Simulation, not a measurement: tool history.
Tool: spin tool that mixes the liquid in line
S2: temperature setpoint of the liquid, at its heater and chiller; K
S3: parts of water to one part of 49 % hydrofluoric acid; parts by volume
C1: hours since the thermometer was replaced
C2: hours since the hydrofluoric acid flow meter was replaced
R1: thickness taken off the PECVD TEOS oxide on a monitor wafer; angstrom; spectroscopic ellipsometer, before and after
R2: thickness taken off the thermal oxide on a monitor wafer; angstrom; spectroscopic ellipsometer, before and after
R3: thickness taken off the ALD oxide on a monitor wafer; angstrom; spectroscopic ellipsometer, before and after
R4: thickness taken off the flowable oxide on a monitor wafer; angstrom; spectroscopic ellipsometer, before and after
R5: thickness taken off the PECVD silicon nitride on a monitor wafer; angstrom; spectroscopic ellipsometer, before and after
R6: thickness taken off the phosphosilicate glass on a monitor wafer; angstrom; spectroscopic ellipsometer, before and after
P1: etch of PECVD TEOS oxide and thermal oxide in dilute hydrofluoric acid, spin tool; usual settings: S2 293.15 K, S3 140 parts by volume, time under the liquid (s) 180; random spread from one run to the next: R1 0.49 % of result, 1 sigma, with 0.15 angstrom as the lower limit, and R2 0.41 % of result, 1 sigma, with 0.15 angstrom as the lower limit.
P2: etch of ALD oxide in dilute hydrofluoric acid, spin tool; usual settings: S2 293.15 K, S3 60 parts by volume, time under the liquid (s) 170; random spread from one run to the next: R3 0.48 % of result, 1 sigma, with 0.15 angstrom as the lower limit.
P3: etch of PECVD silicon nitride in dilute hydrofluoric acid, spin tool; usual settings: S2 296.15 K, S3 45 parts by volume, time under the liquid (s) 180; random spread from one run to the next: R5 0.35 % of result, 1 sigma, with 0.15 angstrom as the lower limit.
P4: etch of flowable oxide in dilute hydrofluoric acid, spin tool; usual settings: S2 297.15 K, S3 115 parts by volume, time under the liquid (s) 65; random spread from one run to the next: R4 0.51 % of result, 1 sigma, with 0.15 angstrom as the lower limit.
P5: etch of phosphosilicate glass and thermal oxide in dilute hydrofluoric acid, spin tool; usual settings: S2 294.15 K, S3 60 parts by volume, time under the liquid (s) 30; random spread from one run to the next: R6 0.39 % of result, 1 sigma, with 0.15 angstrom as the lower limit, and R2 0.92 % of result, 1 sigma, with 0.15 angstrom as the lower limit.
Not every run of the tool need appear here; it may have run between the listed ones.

run 1 hour=16.3 | process_that_ran=P1 S2=293.15 S3=140 time_under_the_liquid_(s)=180 | C1=1659.9 C2=165.4 | R1=108.07 R2=51.222
run 2 hour=31.8 | process_that_ran=P2 S2=293.15 S3=95 time_under_the_liquid_(s)=170 | C1=1675.4 C2=180.9 | R3=187.76
run 3 hour=44.8 | process_that_ran=P1 S2=293.15 S3=140 time_under_the_liquid_(s)=180 | C1=1688.4 C2=193.9 | R1=109.5 R2=51.507
run 4 hour=55.5 | process_that_ran=P1 S2=293.15 S3=140 time_under_the_liquid_(s)=180 | C1=1699.1 C2=204.6 | R1=108.42 R2=50.921
run 5 hour=72.4 | process_that_ran=P4 S2=297.15 S3=115 time_under_the_liquid_(s)=65 | C1=1716 C2=221.5 | R4=266.18
run 6 hour=87.1 | process_that_ran=P1 S2=293.15 S3=140 time_under_the_liquid_(s)=180 | C1=1730.7 C2=236.2 | R1=109.03 R2=51.019
run 7 hour=96.2 | process_that_ran=P3 S2=292.15 S3=45 time_under_the_liquid_(s)=180 | C1=1739.8 C2=245.3 | R5=82.96
run 8 hour=104.7 | process_that_ran=P1 S2=293.15 S3=205 time_under_the_liquid_(s)=180 | C1=1748.3 C2=253.8 | R1=68.98 R2=32.431
run 9 hour=119.5 | process_that_ran=P2 S2=293.15 S3=60 time_under_the_liquid_(s)=290 | C1=1763.1 C2=268.6 | R3=527.23
run 10 hour=130.4 | process_that_ran=P2 S2=298.15 S3=60 time_under_the_liquid_(s)=170 | C1=1774 C2=279.5 | R3=379.66
run 11 hour=145.9 | process_that_ran=P5 S2=294.15 S3=60 time_under_the_liquid_(s)=30 | C1=1789.5 C2=295 | R2=21.889 R6=278.5
run 12 hour=156.7 | process_that_ran=P5 S2=294.15 S3=20 time_under_the_liquid_(s)=30 | C1=1800.3 C2=305.8 | R2=69.426 R6=877.91
run 13 hour=169 | process_that_ran=P1 S2=293.15 S3=140 time_under_the_liquid_(s)=180 | C1=1812.6 C2=318.1 | R1=107.28 R2=51.213
run 14 hour=183.6 | process_that_ran=P1 S2=290.15 S3=140 time_under_the_liquid_(s)=180 | C1=1827.2 C2=332.7 | R1=96.864 R2=45.157
run 15 hour=196.4 | process_that_ran=P5 S2=294.15 S3=60 time_under_the_liquid_(s)=55 | C1=1840 C2=345.5 | R2=40.392 R6=510.24
run 16 hour=206.8 | process_that_ran=P1 S2=296.65 S3=140 time_under_the_liquid_(s)=180 | C1=1850.4 C2=355.9 | R1=125.19 R2=58.525
run 17 hour=215.6 | process_that_ran=P1 S2=293.15 S3=140 time_under_the_liquid_(s)=180 | C1=1859.2 C2=364.7 | R1=108.28 R2=51.181
run 18 hour=232.3 | process_that_ran=P1 S2=293.15 S3=140 time_under_the_liquid_(s)=20 | C1=1875.9 C2=381.4 | R1=11.807 R2=5.7663
run 19 hour=244.4 | process_that_ran=P1 S2=293.15 S3=140 time_under_the_liquid_(s)=340 | C1=1888 C2=393.5 | R1=205.53 R2=96.191
run 20 hour=253.5 | process_that_ran=P3 S2=296.15 S3=45 time_under_the_liquid_(s)=60 | C1=1897.1 C2=402.6 | R5=35.947
run 21 hour=266.6 | process_that_ran=P2 S2=293.15 S3=60 time_under_the_liquid_(s)=170 | C1=1910.2 C2=415.7 | R3=309.72
run 22 hour=275.4 | process_that_ran=P4 S2=297.15 S3=115 time_under_the_liquid_(s)=95 | C1=1919 C2=424.5 | R4=393.15
run 23 hour=290 | process_that_ran=P3 S2=296.15 S3=75 time_under_the_liquid_(s)=180 | C1=1933.6 C2=439.1 | R5=66.234
run 24 hour=298.9 | process_that_ran=P1 S2=290.15 S3=140 time_under_the_liquid_(s)=335 | C1=1942.5 C2=448 | R1=178.31 R2=84.061
run 25 hour=314 | process_that_ran=P1 S2=293.15 S3=55 time_under_the_liquid_(s)=180 | C1=1957.6 C2=463.1 | R1=303.2 R2=142.59
run 26 hour=321.6 | process_that_ran=P5 S2=294.15 S3=60 time_under_the_liquid_(s)=30 | C1=1965.2 C2=470.7 | R2=21.819 R6=279.8
run 27 hour=329.7 | process_that_ran=P1 S2=293.15 S3=140 time_under_the_liquid_(s)=180 | C1=1973.3 C2=478.8 | R1=109.13 R2=51.03
run 28 hour=343.6 | process_that_ran=P3 S2=296.15 S3=45 time_under_the_liquid_(s)=180 | C1=1987.2 C2=492.7 | R5=108.75
run 29 hour=354.7 | process_that_ran=P3 S2=296.15 S3=45 time_under_the_liquid_(s)=180 | C1=1998.3 C2=503.8 | R5=108.68
run 30 hour=365.8 | process_that_ran=P5 S2=290.15 S3=60 time_under_the_liquid_(s)=30 | C1=2009.4 C2=514.9 | R2=18.573 R6=233.45
run 31 hour=379.9 | process_that_ran=P4 S2=292.15 S3=115 time_under_the_liquid_(s)=65 | C1=2023.5 C2=529 | R4=219.09
run 32 hour=395 | process_that_ran=P4 S2=297.15 S3=180 time_under_the_liquid_(s)=65 | C1=2038.6 C2=544.1 | R4=159.1
run 33 hour=407.6 | process_that_ran=P1 S2=293.15 S3=140 time_under_the_liquid_(s)=180 | C1=2051.2 C2=556.7 | R1=108.81 R2=50.443
run 34 hour=423.1 | process_that_ran=P1 S2=293.15 S3=140 time_under_the_liquid_(s)=180 | C1=2066.7 C2=572.2 | R1=105.05 R2=49.118
run 35 hour=438.6 | process_that_ran=P1 S2=293.15 S3=140 time_under_the_liquid_(s)=180 | C1=2082.2 C2=587.7 | R1=102.46 R2=48.087
run 36 hour=454.3 | process_that_ran=P1 S2=293.15 S3=140 time_under_the_liquid_(s)=180 | C1=2097.9 C2=603.4 | R1=101.52 R2=47.578
run 37 hour=466 | process_that_ran=P1 S2=293.15 S3=140 time_under_the_liquid_(s)=180 | C1=2109.6 C2=615.1 | R1=100.74 R2=47.72
run 38 hour=479.5 | process_that_ran=P1 S2=293.15 S3=140 time_under_the_liquid_(s)=180 | C1=2123.1 C2=628.6 | R1=100.45 R2=47.421
run 39 hour=496.5 | process_that_ran=P1 S2=293.15 S3=140 time_under_the_liquid_(s)=180 | C1=2140.1 C2=645.6 | R1=100.88 R2=47.224
run 40 hour=510.2 | process_that_ran=P1 S2=293.15 S3=140 time_under_the_liquid_(s)=180 | C1=2153.8 C2=659.3 | R1=100.46 R2=46.81

P1 no longer gives what it gave before; its output has crept away from where it was. The following 2 causes, each at its listed size, fit the log equally well:
A: hydrofluoric acid flow below the setpoint (%) = 7.02
B: liquid colder than its thermometer reads (K) = 2.08
Onset of the creep was near hour 407.6.

Of the 4 check runs listed below, each run on one wafer and each result written as a question mark, which would let you distinguish the listed causes because they would give clearly different results?
run check 1 hour=523.9 | process_that_ran=P3 S2=296.15 S3=45 time_under_the_liquid_(s)=180 | R5=?
run check 2 hour=523.9 | process_that_ran=P5 S2=294.15 S3=60 time_under_the_liquid_(s)=30 | R2=? R6=?
run check 3 hour=523.9 | process_that_ran=P4 S2=297.15 S3=115 time_under_the_liquid_(s)=65 | R4=?
run check 4 hour=523.9 | process_that_ran=P2 S2=293.15 S3=60 time_under_the_liquid_(s)=170 | R3=?

What every check run would give for each of its results, assuming each possible cause in turn:
check=check_1 result=R5 if_A=101.37 if_B=94.359
check=check_2 result=R2 if_A=20.316 if_B=20.125
check=check_2 result=R6 if_A=257.21 if_B=254.78
check=check_3 result=R4 if_A=246.16 if_B=246.36
check=check_4 result=R3 if_A=285.54 if_B=282.6
Smallest distance between any two causes, each pair judged by its most separating result, in per cent: check 1 7.17 %; check 2 0.95 %; check 3 0.08 %; check 4 1.03 %
Of the check runs offered, only check 1 discriminates between the causes; the rest would read about the same regardless of which cause applies.

Check 1 was carried out, with these results: R5 101.35 angstrom. Which of the listed causes is responsible?

A is the cause: hydrofluoric acid flow below the setpoint (%).

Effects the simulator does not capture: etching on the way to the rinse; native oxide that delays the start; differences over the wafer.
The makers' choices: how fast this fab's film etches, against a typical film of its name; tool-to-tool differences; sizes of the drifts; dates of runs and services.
